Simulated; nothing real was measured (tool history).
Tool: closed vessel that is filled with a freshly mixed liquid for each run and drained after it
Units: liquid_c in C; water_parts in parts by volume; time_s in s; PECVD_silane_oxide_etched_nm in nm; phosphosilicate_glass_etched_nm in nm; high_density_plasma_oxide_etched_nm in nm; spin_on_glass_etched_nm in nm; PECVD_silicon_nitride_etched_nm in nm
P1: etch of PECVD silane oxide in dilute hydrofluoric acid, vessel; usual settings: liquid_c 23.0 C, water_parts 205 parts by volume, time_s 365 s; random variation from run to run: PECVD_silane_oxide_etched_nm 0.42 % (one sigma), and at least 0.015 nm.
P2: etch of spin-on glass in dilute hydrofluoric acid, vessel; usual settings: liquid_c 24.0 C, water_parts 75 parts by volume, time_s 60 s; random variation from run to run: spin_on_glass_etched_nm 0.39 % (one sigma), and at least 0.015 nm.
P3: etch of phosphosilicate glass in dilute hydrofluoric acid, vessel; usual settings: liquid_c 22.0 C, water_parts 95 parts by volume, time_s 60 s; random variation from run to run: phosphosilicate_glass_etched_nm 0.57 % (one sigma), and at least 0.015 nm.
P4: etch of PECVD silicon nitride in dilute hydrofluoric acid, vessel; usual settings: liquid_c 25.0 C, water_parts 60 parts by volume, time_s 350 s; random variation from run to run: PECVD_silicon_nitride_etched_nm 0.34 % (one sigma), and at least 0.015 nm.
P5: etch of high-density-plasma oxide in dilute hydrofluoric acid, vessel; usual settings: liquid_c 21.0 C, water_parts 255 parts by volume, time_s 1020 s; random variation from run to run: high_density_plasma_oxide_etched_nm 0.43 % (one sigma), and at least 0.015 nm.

run,hour,process,liquid_c,water_parts,time_s,hours since the thermometer was replaced,hours since the hydrofluoric acid flow meter was replaced,PECVD_silane_oxide_etched_nm,phosphosilicate_glass_etched_nm,high_density_plasma_oxide_etched_nm,spin_on_glass_etched_nm,PECVD_silicon_nitride_etched_nm
1,9.1,P1,23.0,205,365,398.1,1440.7,29.0990,,,,
2,15.9,P1,28.5,205,625,404.9,1447.5,60.8630,,,,
3,27.7,P3,22.0,95,60,416.7,1459.3,,43.364,,,
4,39.1,P5,21.0,380,1020,428.1,1470.7,,,11.621,,
5,51.0,P2,24.0,125,60,440.0,1482.6,,,,22.684,
6,64.9,P1,23.0,205,365,453.9,1496.5,29.3340,,,,
7,76.6,P4,25.0,60,350,465.6,1508.2,,,,,27.824
8,88.0,P3,22.0,95,60,477.0,1519.6,,43.242,,,
9,97.9,P5,21.0,255,1625,486.9,1529.5,,,30.776,,
10,110.0,P5,17.0,255,1020,499.0,1541.6,,,16.526,,
11,118.9,P1,19.5,205,365,507.9,1550.5,25.6230,,,,
12,126.0,P4,17.0,60,350,515.0,1557.6,,,,,15.998
13,138.8,P2,24.0,75,60,527.8,1570.4,,,,39.967,
14,150.2,P2,29.5,75,60,539.2,1581.8,,,,49.942,
15,156.7,P4,25.0,60,350,545.7,1588.3,,,,,27.606
16,169.6,P1,23.0,205,365,558.6,1601.2,29.3270,,,,
17,176.6,P3,22.0,175,60,565.6,1608.2,,21.636,,,
18,184.0,P4,25.0,60,665,573.0,1615.6,,,,,52.647
19,193.0,P2,24.0,75,30,582.0,1624.6,,,,20.169,
20,201.8,P2,24.0,75,60,590.8,1633.4,,,,39.862,
21,215.7,P1,23.0,205,30,604.7,1647.3,2.3941,,,,
22,222.2,P1,23.0,90,365,611.2,1653.8,75.6360,,,,
23,235.7,P1,23.0,205,365,624.7,1667.3,29.1510,,,,
24,249.2,P1,23.0,205,365,638.2,1680.8,29.1330,,,,
25,259.9,P1,23.0,205,365,648.9,1691.5,29.2540,,,,
26,270.3,P1,23.0,205,365,659.3,1701.9,29.4220,,,,
27,283.0,P1,31.0,205,365,672.0,1714.6,38.8330,,,,
28,289.4,P3,17.0,95,60,678.4,1721.0,,35.560,,,
29,303.4,P5,21.0,255,1020,692.4,1735.0,,,19.541,,
30,315.6,P1,23.0,340,365,704.6,1747.2,15.4200,,,,
31,326.9,P3,22.0,95,110,715.9,1758.5,,79.308,,,
32,338.9,P4,25.0,25,350,727.9,1770.5,,,,,64.933
33,352.5,P1,23.0,205,535,741.5,1784.1,42.5170,,,,
34,366.2,P1,23.0,205,365,755.2,1797.8,29.0730,,,,
35,374.3,P1,23.0,205,365,763.3,1805.9,29.7350,,,,
36,381.2,P1,23.0,205,365,770.2,1812.8,29.7150,,,,
37,395.1,P1,23.0,205,365,784.1,1826.7,30.3230,,,,
38,407.8,P1,23.0,205,365,796.8,1839.4,30.4360,,,,
39,420.3,P1,23.0,205,365,809.3,1851.9,31.0200,,,,
40,434.5,P1,23.0,205,365,823.5,1866.1,30.7240,,,,
41,441.0,P1,23.0,205,365,830.0,1872.6,30.6670,,,,
42,448.6,P1,23.0,205,365,837.6,1880.2,31.2040,,,,
43,461.8,P1,23.0,205,365,850.8,1893.4,31.1810,,,,
44,468.5,P1,23.0,205,365,857.5,1900.1,31.1030,,,,
45,479.4,P1,23.0,205,365,868.4,1911.0,30.9630,,,,

What P1 gives has crept away from where it was. These 2 causes fit the log equally well, each at the size given:
A: liquid hotter than its thermometer reads (K) = 1.73
B: hydrofluoric acid flow above the setpoint (%) = 5.39
The creep began at about hour 366.2.

4 check runs are offered, one wafer each, their results left as question marks. Which one tells the causes apart?
check 1,490.3,P2,24.0,115,30,,,,,,?,
check 2,490.3,P4,17.5,60,600,,,,,,,?
check 3,490.3,P5,17.0,255,1020,,,,,?,,
check 4,490.3,P3,22.0,140,80,,,,?,,,

What each check would give under each cause:
check,result,if A,if B
check 1,spin_on_glass_etched_nm,13.305,13.203
check 2,PECVD_silicon_nitride_etched_nm,32.005,29.834
check 3,high_density_plasma_oxide_etched_nm,17.766,17.722
check 4,phosphosilicate_glass_etched_nm,39.900,39.625
How far apart the two closest causes lie, in the result that separates them most: check 1 0.77 %; check 2 7.02 %; check 3 0.25 %; check 4 0.69 %
Check 2 tells the causes apart: in the others they would give nearly the same result.

Check 2 was then run and gave: PECVD_silicon_nitride_etched_nm 31.961 nm. Which cause is it?

It is A: liquid hotter than its thermometer reads (K).

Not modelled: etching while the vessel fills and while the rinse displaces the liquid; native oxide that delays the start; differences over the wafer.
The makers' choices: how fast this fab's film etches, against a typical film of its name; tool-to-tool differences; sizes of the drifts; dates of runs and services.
